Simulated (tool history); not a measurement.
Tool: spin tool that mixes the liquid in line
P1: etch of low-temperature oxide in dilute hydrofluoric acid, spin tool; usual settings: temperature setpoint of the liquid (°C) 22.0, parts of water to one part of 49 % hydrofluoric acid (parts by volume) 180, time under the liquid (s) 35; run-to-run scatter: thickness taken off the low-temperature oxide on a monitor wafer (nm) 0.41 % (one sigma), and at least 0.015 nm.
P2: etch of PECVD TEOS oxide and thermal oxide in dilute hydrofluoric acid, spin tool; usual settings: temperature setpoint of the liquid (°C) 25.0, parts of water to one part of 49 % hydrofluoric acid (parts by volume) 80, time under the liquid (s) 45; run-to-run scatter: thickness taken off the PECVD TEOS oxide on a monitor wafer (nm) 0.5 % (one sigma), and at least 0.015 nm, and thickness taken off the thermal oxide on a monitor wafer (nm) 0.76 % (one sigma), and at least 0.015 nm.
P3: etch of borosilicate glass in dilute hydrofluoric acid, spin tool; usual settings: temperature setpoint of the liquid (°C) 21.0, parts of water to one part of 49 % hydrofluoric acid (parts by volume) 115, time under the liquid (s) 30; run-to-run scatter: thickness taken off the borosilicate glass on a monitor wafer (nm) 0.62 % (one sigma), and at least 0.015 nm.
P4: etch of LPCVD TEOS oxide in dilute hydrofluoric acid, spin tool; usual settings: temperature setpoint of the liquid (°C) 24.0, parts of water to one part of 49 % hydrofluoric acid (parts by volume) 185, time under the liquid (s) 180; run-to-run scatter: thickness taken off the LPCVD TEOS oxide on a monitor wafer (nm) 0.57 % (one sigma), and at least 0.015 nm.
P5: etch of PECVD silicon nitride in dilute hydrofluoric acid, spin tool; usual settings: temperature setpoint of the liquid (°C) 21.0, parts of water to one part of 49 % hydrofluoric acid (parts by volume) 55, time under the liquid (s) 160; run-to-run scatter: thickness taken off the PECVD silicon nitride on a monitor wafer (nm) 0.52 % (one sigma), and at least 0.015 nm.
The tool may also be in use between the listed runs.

run   hour  process that ran  temperature setpoint of the liquid (°C)  parts of water to one part of 49 % hydrofluoric acid (parts by volume)  time under the liquid (s)  hours since the thermometer was replaced  hours since the hydrofluoric acid flow meter was replaced  thickness taken off the low-temperature oxide on a monitor wafer (nm)  thickness taken off the LPCVD TEOS oxide on a monitor wafer (nm)  thickness taken off the PECVD TEOS oxide on a monitor wafer (nm)  thickness taken off the thermal oxide on a monitor wafer (nm)  thickness taken off the borosilicate glass on a monitor wafer (nm)  thickness taken off the PECVD silicon nitride on a monitor wafer (nm)
  1    4.2                P1                                     22.0                                                                     180                         35                                    1154.4                                                     1003.2                                                                 5.6267
  2   11.1                P1                                     22.0                                                                     180                         35                                    1161.3                                                     1010.1                                                                 5.6977
  3   14.4                P4                                     24.0                                                                      80                        180                                    1164.6                                                     1013.4                                                                                                                                   37.653
  4   19.7                P1                                     22.0                                                                     180                         60                                    1169.9                                                     1018.7                                                                 9.6592
  5   23.8                P2                                     25.0                                                                      80                         15                                    1174.0                                                     1022.8                                                                                                                                                                                                     3.2530                                                        0.92031
  6   29.3                P1                                     22.0                                                                     180                         35                                    1179.5                                                     1028.3                                                                 5.6151
  7   33.7                P3                                     21.0                                                                     115                         50                                    1183.9                                                     1032.7                                                                                                                                                                                                                                                                                                                                        7.5416
  8   39.9                P2                                     32.0                                                                      80                         45                                    1190.1                                                     1038.9                                                                                                                                                                                                    12.7530                                                        3.73220
  9   43.3                P1                                     29.0                                                                     180                         35                                    1193.5                                                     1042.3                                                                 7.3053
 10   47.2                P5                                     21.0                                                                      55                        160                                    1197.4                                                     1046.2                                                                                                                                                                                                                                                                                                                                                                                                              10.8090
 11   54.2                P3                                     21.0                                                                     185                         30                                    1204.4                                                     1053.2                                                                                                                                                                                                                                                                                                                                        2.6052
 12   59.3                P2                                     25.0                                                                      80                         45                                    1209.5                                                     1058.3                                                                                                                                                                                                     9.7805                                                        2.79380
 13   65.1                P3                                     17.0                                                                     115                         30                                    1215.3                                                     1064.1                                                                                                                                                                                                                                                                                                                                        3.8590
 14   71.4                P1                                     22.0                                                                     325                         35                                    1221.6                                                     1070.4                                                                 2.7193
 15   76.7                P4                                     29.0                                                                     185                        180                                    1226.9                                                     1075.7                                                                                                                                   17.513
 16   80.2                P4                                     24.0                                                                     185                        265                                    1230.4                                                     1079.2                                                                                                                                   21.329
 17   84.9                P5                                     29.0                                                                      55                        160                                    1235.1                                                     1083.9                                                                                                                                                                                                                                                                                                                                                                                                              18.7130
 18   91.8                P1                                     22.0                                                                     245                         55                                    1242.0                                                     1090.8                                                                 6.0842
 19   98.5                P4                                     24.0                                                                     185                        180                                    1248.7                                                     1097.5                                                                                                                                   14.329
 20  102.8                P1                                     22.0                                                                     180                         35                                    1253.0                                                     1101.8                                                                 5.6533
 21  106.9                P1                                     22.0                                                                      65                         35                                    1257.1                                                     1105.9                                                                17.8830
 22  110.5                P1                                     29.0                                                                      70                         35                                    1260.7                                                     1109.5                                                                21.6430
 23  114.4                P1                                     22.0                                                                     180                         15                                    1264.6                                                     1113.4                                                                 2.4292
 24  119.7                P1                                     22.0                                                                     180                         35                                    1269.9                                                     1118.7                                                                 5.6819
 25  125.8                P3                                     21.0                                                                     115                         30                                    1276.0                                                     1124.8                                                                                                                                                                                                                                                                                                                                        4.5147
 26  131.2                P5                                     21.0                                                                      55                        160                                    1281.4                                                     1130.2                                                                                                                                                                                                                                                                                                                                                                                                              10.8840
 27  138.3                P1                                     17.5                                                                     180                         35                                    1288.5                                                     1137.3                                                                 4.7229
 28  143.4                P5                                     21.0                                                                      55                         15                                    1293.6                                                     1142.4                                                                                                                                                                                                                                                                                                                                                                                                               1.0093
 29  147.0                P5                                     21.0                                                                      25                        160                                    1297.2                                                     1146.0                                                                                                                                                                                                                                                                                                                                                                                                              23.2480
 30  151.3                P2                                     25.0                                                                     125                         45                                    1301.5                                                     1150.3                                                                                                                                                                                                     5.9199                                                        1.73440
 31  158.4                P1                                     22.0                                                                     180                         35                                    1308.6                                                     1157.4                                                                 5.6154

The next listed run, before its measurement:
 32  162.7                P1                                     22.0                                                                     180                         35                                    1312.9                                                     1161.7                                                                      ?

thickness taken off the low-temperature oxide on a monitor wafer (nm): 5.7863

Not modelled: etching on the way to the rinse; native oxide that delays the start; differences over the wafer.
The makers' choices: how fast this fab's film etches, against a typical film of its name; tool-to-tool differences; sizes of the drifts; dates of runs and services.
